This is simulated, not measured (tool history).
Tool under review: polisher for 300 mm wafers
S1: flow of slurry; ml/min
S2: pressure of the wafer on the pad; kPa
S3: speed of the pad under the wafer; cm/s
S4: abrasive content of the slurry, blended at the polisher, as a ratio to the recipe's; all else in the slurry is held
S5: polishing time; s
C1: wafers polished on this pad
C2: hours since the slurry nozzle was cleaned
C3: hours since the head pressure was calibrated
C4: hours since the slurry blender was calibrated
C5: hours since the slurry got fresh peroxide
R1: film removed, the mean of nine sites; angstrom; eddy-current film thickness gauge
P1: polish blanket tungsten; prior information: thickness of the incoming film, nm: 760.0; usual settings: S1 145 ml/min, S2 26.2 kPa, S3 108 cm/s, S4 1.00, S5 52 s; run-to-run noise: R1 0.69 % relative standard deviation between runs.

run 1 hour=13.2 | S1=145 S2=26.2 S3=108 S4=1.00 S5=52 | C1=680 C2=246.2 C3=197.9 C4=87.5 C5=29.4 | R1=2778.6
run 2 hour=26.0 | S1=145 S2=26.2 S3=108 S4=1.45 S5=52 | C1=817 C2=259.0 C3=210.7 C4=100.3 C5=42.2 | R1=3125.0
run 3 hour=34.7 | S1=145 S2=26.2 S3=108 S4=1.00 S5=52 | C1=909 C2=267.7 C3=219.4 C4=109.0 C5=50.9 | R1=2801.5
run 4 hour=48.1 | S1=145 S2=11.7 S3=108 S4=1.00 S5=52 | C1=1052 C2=281.1 C3=232.8 C4=122.4 C5=64.3 | R1=1271.0
run 5 hour=56.1 | S1=145 S2=26.2 S3=108 S4=0.75 S5=52 | C1=1137 C2=289.1 C3=240.8 C4=130.4 C5=72.3 | R1=2687.4
run 6 hour=64.7 | S1=145 S2=26.2 S3=108 S4=1.00 S5=27 | C1=1229 C2=297.7 C3=249.4 C4=139.0 C5=80.9 | R1=1456.4
run 7 hour=76.5 | S1=145 S2=26.2 S3=108 S4=1.00 S5=52 | C1=1355 C2=309.5 C3=261.2 C4=150.8 C5=92.7 | R1=2818.3
run 8 hour=91.1 | S1=145 S2=26.2 S3=108 S4=1.00 S5=52 | C1=1510 C2=324.1 C3=275.8 C4=165.4 C5=107.3 | R1=2835.0
run 9 hour=106.2 | S1=85 S2=26.2 S3=160 S4=1.00 S5=52 | C1=1671 C2=339.2 C3=290.9 C4=180.5 C5=122.4 | R1=3679.9
run 10 hour=118.1 | S1=145 S2=36.5 S3=108 S4=1.00 S5=52 | C1=1798 C2=351.1 C3=302.8 C4=192.4 C5=134.3 | R1=3897.9
run 11 hour=128.7 | S1=145 S2=36.5 S3=108 S4=1.00 S5=69 | C1=1911 C2=361.7 C3=313.4 C4=203.0 C5=144.9 | R1=5222.8
run 12 hour=136.2 | S1=105 S2=26.2 S3=108 S4=1.00 S5=52 | C1=1991 C2=369.2 C3=320.9 C4=210.5 C5=152.4 | R1=2624.7
run 13 hour=153.2 | S1=220 S2=26.2 S3=108 S4=1.00 S5=52 | C1=2172 C2=386.2 C3=337.9 C4=227.5 C5=169.4 | R1=2987.2
run 14 hour=163.6 | S1=145 S2=26.2 S3=108 S4=1.00 S5=52 | C1=2283 C2=396.6 C3=348.3 C4=237.9 C5=179.8 | R1=2825.6
run 15 hour=178.3 | S1=145 S2=26.2 S3=108 S4=1.00 S5=78 | C1=2440 C2=411.3 C3=363.0 C4=252.6 C5=194.5 | R1=4192.8
run 16 hour=190.3 | S1=145 S2=26.2 S3=108 S4=1.00 S5=52 | C1=2568 C2=423.3 C3=375.0 C4=264.6 C5=206.5 | R1=2832.9
run 17 hour=198.1 | S1=145 S2=26.2 S3=68 S4=1.00 S5=52 | C1=2651 C2=431.1 C3=382.8 C4=272.4 C5=214.3 | R1=1789.4

What does the tool deliver on the next run?
-- hour=211.1 slurry blender recalibrated
run 18 hour=212.5 | S1=145 S2=26.2 S3=170 S4=1.00 S5=52 | C1=2804 C2=445.5 C3=397.2 C4=1.4 C5=228.7 | R1=?

{"run 18": {"R1": 4440.3}}
